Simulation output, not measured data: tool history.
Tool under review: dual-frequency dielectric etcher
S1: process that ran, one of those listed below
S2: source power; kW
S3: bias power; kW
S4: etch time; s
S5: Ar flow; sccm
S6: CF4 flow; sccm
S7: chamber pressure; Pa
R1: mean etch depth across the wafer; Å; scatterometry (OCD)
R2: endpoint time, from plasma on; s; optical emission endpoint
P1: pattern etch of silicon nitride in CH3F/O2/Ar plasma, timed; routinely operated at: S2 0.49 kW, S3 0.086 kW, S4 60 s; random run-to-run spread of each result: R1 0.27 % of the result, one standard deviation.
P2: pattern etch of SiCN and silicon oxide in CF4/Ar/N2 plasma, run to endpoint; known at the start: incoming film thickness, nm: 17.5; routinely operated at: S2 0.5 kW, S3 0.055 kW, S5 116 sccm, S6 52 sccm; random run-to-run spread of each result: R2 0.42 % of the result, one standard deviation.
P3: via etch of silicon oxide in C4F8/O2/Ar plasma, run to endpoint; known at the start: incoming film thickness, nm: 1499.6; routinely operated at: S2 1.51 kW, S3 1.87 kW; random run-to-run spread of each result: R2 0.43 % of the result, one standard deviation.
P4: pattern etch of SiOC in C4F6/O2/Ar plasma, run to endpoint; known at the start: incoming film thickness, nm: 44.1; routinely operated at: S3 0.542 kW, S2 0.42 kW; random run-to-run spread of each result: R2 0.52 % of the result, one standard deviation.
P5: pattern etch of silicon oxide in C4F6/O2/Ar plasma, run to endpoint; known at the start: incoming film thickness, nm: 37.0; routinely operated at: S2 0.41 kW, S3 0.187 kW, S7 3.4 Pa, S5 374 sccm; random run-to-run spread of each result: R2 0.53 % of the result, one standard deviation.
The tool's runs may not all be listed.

run   hour  S1    S2     S3    S4   S5  S6   S7      R1      R2
  1    3.8  P1  0.49  0.086    60                482.75
  2    7.2  P1  0.49  0.086    60                479.99
  3   13.7  P1  0.49  0.086    60                480.52
  4   17.4  P1  0.49  0.059    60                421.83
  5   23.1  P2  0.69  0.055        116  52               16.197
  6   27.2  P2   0.5  0.055        116  41               22.494
      27.8  -- bias power generator calibrated
  7   32.5  P1   0.4  0.086  78.5                584.05
  8   35.5  P5  0.41  0.187        374      3.4          11.775
  9   39.1  P1  0.49  0.116    43                382.47
 10     43  P4  0.42  0.442                                15.7
 11   46.1  P3  1.03   1.87                              383.51
 12   49.3  P5  0.41  0.233        374      3.4          10.971
 13   54.1  P5  0.41  0.187        374      3.4          11.769
 14     58  P1  0.49  0.086  44.5                358.12
 15   61.9  P1  0.68  0.086    60                542.57
 16   67.1  P4  0.42  0.542                              14.534
 17   71.7  P5  0.53  0.187        374      3.4          10.548
 18   78.1  P3  1.51  1.438                              354.38
 19   82.4  P4  0.42  0.542                              14.536
 20   85.2  P1  0.59  0.086    42                361.83
 21   88.5  P5  0.41  0.187        290      3.4           11.36
 22   91.6  P1  0.49  0.086  87.5                699.07
 23   94.5  P3  1.51   1.87                              330.15
 24   98.9  P1   0.3  0.086    60                400.69
 25  103.5  P1  0.49  0.086    60                 481.8
 26  107.9  P1  0.49  0.104    60                517.34
 27  112.4  P2   0.5  0.055         83  52               20.335
 28    118  P2   0.5  0.033        116  52               25.402
 29  121.3  P5  0.41  0.187        374      4.2          12.047
 30    126  P4  0.56  0.542                              12.872
 31  130.1  P2   0.5  0.055        116  52               21.603
 32  134.9  P1  0.49  0.086    60                479.99
 33  139.2  P1  0.49  0.086    60                477.78
 34  143.9  P1  0.49  0.086    60                476.26
 35  149.8  P1  0.49  0.086    60                474.99
 36    155  P1  0.49  0.086    60                476.13
 37  160.4  P1  0.49  0.086    60                474.52
     162.9  -- wet clean of the chamber
 38  163.7  P1  0.49  0.086    60                476.25
 39  166.5  P1  0.49  0.086    60                475.05
 40  169.7  P1  0.49  0.086    60                474.66
 41  174.6  P1  0.49  0.086    60                 471.7

Compared with where it was, what P1 gives has crept away. Each cause listed below fits the log as well as the rest, at the size given for it:
A: source power that arrives under what is set, % = 3.88
B: bias power that arrives under what is set, % = 4.18
At approximately hour 134.9, the process output began to creep.
Why every other cause is out:
chamber walls in a state that lowers the etch rate, %: maintenance at hour 162.9, after the shift began, did not return the process to its former output

You are offered 4 check runs, listed below with question marks in place of their results; each one averages 3 wafers. Which run separates the listed causes by giving clearly different results for each?
check 1  179.5  P5  0.41  0.187      374      3.4       ?
check 2  179.5  P2   0.5  0.055      116  52            ?
check 3  179.5  P3  1.51   1.87                         ?
check 4  179.5  P4  0.42  0.542                         ?

How each check would come out, cause by cause:
  check  result    if A    if B
check 1      R2  11.889  11.867
check 2      R2  22.377  21.924
check 3      R2  334.48  333.29
check 4      R2  14.672  14.694
Separation of the two closest causes in each check, using whichever result separates them best: check 1 0.19 %; check 2 2.04 %; check 3 0.35 %; check 4 0.15 %
Check 2 tells the causes apart: in the others they would give nearly the same result.

Running check 2 produced the following: R2 21.861 s. Which one of the listed causes fits?

The correct cause is B, namely: bias power that arrives under what is set, %.
